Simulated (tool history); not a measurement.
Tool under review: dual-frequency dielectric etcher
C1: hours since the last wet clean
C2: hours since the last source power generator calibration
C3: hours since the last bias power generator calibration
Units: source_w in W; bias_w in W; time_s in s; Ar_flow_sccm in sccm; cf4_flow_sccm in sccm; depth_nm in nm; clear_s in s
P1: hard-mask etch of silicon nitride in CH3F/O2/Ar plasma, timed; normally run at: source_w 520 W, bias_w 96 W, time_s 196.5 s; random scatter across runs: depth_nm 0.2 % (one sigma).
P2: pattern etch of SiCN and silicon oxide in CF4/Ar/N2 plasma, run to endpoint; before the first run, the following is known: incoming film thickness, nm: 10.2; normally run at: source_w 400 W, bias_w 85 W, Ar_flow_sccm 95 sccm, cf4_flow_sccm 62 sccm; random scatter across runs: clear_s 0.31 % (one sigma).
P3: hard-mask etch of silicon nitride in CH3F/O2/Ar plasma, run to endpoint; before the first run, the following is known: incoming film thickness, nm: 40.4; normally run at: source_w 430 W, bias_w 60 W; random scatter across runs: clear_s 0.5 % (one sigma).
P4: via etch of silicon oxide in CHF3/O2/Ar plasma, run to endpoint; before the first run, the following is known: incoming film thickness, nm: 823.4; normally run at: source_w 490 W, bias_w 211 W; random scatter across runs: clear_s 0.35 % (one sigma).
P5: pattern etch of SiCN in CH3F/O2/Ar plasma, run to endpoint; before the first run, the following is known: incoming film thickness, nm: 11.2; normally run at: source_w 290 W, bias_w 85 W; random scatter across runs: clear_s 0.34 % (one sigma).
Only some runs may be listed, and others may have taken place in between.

Run 1, hour 4.1: process P1, source_w 520 W, bias_w 96 W, time_s 196.5 s; C1 375.2; C2 871.6; C3 1543.5. Result: depth_nm 166.740 nm.
Run 2, hour 8.1: process P1, source_w 520 W, bias_w 77 W, time_s 268.0 s; C1 379.2; C2 875.6; C3 1547.5. Result: depth_nm 210.530 nm.
Run 3, hour 15.3: process P1, source_w 520 W, bias_w 56 W, time_s 196.5 s; C1 386.4; C2 882.8; C3 1554.7. Result: depth_nm 139.310 nm.
Run 4, hour 18.8: process P1, source_w 400 W, bias_w 96 W, time_s 261.5 s; C1 389.9; C2 886.3; C3 1558.2. Result: depth_nm 201.650 nm.
Run 5, hour 25.5: process P1, source_w 520 W, bias_w 96 W, time_s 196.5 s; C1 396.6; C2 893.0; C3 1564.9. Result: depth_nm 167.240 nm.
Run 6, hour 32.9: process P1, source_w 520 W, bias_w 96 W, time_s 108.0 s; C1 404.0; C2 900.4; C3 1572.3. Result: depth_nm 91.942 nm.
Run 7, hour 36.5: process P1, source_w 520 W, bias_w 96 W, time_s 196.5 s; C1 407.6; C2 904.0; C3 1575.9. Result: depth_nm 167.920 nm.
Run 8, hour 42.6: process P1, source_w 520 W, bias_w 123 W, time_s 235.5 s; C1 413.7; C2 910.1; C3 1582.0. Result: depth_nm 219.350 nm.
Run 9, hour 47.2: process P5, source_w 290 W, bias_w 85 W; C1 418.3; C2 914.7; C3 1586.6. Result: clear_s 30.649 s.
Run 10, hour 52.1: process P1, source_w 520 W, bias_w 96 W, time_s 295.5 s; C1 423.2; C2 919.6; C3 1591.5. Result: depth_nm 251.840 nm.
Run 11, hour 56.6: process P5, source_w 290 W, bias_w 68 W; C1 427.7; C2 924.1; C3 1596.0. Result: clear_s 33.033 s.
Run 12, hour 63.2: process P4, source_w 490 W, bias_w 170 W; C1 434.3; C2 930.7; C3 1602.6. Result: clear_s 461.260 s.
Run 13, hour 67.4: process P1, source_w 520 W, bias_w 96 W, time_s 196.5 s; C1 438.5; C2 934.9; C3 1606.8. Result: depth_nm 167.510 nm.
Run 14, hour 71.1: process P1, source_w 380 W, bias_w 96 W, time_s 196.5 s; C1 442.2; C2 938.6; C3 1610.5. Result: depth_nm 148.470 nm.
Run 15, hour 76.3: process P5, source_w 380 W, bias_w 85 W; C1 447.4; C2 943.8; C3 1615.7. Result: clear_s 27.465 s.
Run 16, hour 82.2: process P2, source_w 540 W, bias_w 85 W, Ar_flow_sccm 95 sccm, cf4_flow_sccm 62 sccm; C1 453.3; C2 949.7; C3 1621.6. Result: clear_s 9.949 s.
Run 17, hour 85.7: process P2, source_w 400 W, bias_w 85 W, Ar_flow_sccm 95 sccm, cf4_flow_sccm 48 sccm; C1 456.8; C2 953.2; C3 1625.1. Result: clear_s 13.475 s.
Run 18, hour 90.8: process P4, source_w 390 W, bias_w 211 W; C1 461.9; C2 958.3; C3 1630.2. Result: clear_s 462.940 s.
Run 19, hour 97.1: process P3, source_w 430 W, bias_w 60 W; C1 468.2; C2 964.6; C3 1636.5. Result: clear_s 61.124 s.
Run 20, hour 102.7: process P2, source_w 400 W, bias_w 85 W, Ar_flow_sccm 123 sccm, cf4_flow_sccm 62 sccm; C1 473.8; C2 970.2; C3 1642.1. Result: clear_s 13.494 s.
Run 21, hour 109.9: process P4, source_w 490 W, bias_w 211 W; C1 481.0; C2 977.4; C3 1649.3. Result: clear_s 427.300 s.
Run 22, hour 117.4: process P3, source_w 430 W, bias_w 39 W; C1 488.5; C2 984.9; C3 1656.8. Result: clear_s 71.054 s.
Run 23, hour 121.2: process P1, source_w 520 W, bias_w 130 W, time_s 196.5 s; C1 492.3; C2 988.7; C3 1660.6. Result: depth_nm 186.600 nm.
Run 24, hour 125.1: process P1, source_w 680 W, bias_w 96 W, time_s 196.5 s; C1 496.2; C2 992.6; C3 1664.5. Result: depth_nm 184.840 nm.

Run 25, settings as shown, results not yet in. Your forecast:
Run 25, hour 129.9: process P2, source_w 400 W, bias_w 85 W, Ar_flow_sccm 95 sccm, cf4_flow_sccm 62 sccm; C1 501.0; C2 997.4; C3 1669.3. Result: clear_s ?.

Run 25 produced clear_s 13.032 s.
